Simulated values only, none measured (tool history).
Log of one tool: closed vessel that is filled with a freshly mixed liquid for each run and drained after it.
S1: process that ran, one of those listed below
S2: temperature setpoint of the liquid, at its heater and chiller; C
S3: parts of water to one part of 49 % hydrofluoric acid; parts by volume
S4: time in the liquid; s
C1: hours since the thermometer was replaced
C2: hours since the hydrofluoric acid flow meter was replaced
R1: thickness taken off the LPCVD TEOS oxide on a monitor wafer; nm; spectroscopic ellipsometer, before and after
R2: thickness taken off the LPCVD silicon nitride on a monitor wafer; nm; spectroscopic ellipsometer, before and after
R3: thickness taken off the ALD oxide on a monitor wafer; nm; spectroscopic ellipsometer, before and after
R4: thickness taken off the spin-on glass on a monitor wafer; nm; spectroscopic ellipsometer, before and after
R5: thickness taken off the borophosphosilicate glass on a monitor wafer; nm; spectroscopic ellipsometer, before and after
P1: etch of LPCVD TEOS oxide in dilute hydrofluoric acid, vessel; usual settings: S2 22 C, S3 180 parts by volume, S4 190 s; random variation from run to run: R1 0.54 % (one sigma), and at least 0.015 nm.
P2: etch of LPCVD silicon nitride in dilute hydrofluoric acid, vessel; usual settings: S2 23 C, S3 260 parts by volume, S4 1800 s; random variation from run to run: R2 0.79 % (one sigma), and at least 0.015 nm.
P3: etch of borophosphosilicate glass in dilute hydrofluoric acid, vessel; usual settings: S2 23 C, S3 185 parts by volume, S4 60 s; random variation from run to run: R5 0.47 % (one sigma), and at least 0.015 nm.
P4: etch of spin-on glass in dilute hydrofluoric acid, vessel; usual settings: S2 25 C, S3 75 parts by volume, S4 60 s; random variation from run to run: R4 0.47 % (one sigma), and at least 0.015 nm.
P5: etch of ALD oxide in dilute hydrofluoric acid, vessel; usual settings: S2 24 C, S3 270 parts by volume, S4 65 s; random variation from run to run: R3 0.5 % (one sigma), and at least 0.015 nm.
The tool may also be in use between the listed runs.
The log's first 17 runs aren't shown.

Run 18, hour 149.3: S1 P2, S2 23 C, S3 460 parts by volume, S4 1800 s; C1 489.5; C2 1669.5. Result: R2 1.6936 nm.
Run 19, hour 159.9: S1 P5, S2 24 C, S3 270 parts by volume, S4 65 s; C1 500.1; C2 1680.1. Result: R3 5.9508 nm.
At hour 163.6: hydrofluoric acid flow meter replaced.
Run 20, hour 168.7: S1 P4, S2 32.5 C, S3 75 parts by volume, S4 60 s; C1 508.9; C2 5.1. Result: R4 51.698 nm.
Run 21, hour 178.3: S1 P1, S2 22 C, S3 180 parts by volume, S4 95 s; C1 518.5; C2 14.7. Result: R1 10.651 nm.
Run 22, hour 187.4: S1 P2, S2 23 C, S3 260 parts by volume, S4 655 s; C1 527.6; C2 23.8. Result: R2 1.0947 nm.
Run 23, hour 197.9: S1 P3, S2 19.5 C, S3 185 parts by volume, S4 60 s; C1 538.1; C2 34.3. Result: R5 15.818 nm.
Run 24, hour 208.1: S1 P1, S2 22 C, S3 35 parts by volume, S4 190 s; C1 548.3; C2 44.5. Result: R1 128.9 nm.
Run 25, hour 219.7: S1 P4, S2 25 C, S3 75 parts by volume, S4 110 s; C1 559.9; C2 56.1. Result: R4 70.957 nm.
Run 26, hour 225.7: S1 P5, S2 24 C, S3 130 parts by volume, S4 65 s; C1 565.9; C2 62.1. Result: R3 14.453 nm.
Run 27, hour 231.3: S1 P1, S2 22 C, S3 180 parts by volume, S4 190 s; C1 571.5; C2 67.7. Result: R1 21.241 nm.
Run 28, hour 241.2: S1 P1, S2 22 C, S3 180 parts by volume, S4 190 s; C1 581.4; C2 77.6. Result: R1 21.209 nm.
Run 29, hour 250.5: S1 P3, S2 23 C, S3 50 parts by volume, S4 60 s; C1 590.7; C2 86.9. Result: R5 78.553 nm.

The next listed run, before its measurement:
Run 30, hour 259.1: S1 P1, S2 28.5 C, S3 180 parts by volume, S4 190 s; C1 599.3; C2 95.5. Result: R1 ?.

R1: 27.208 nm
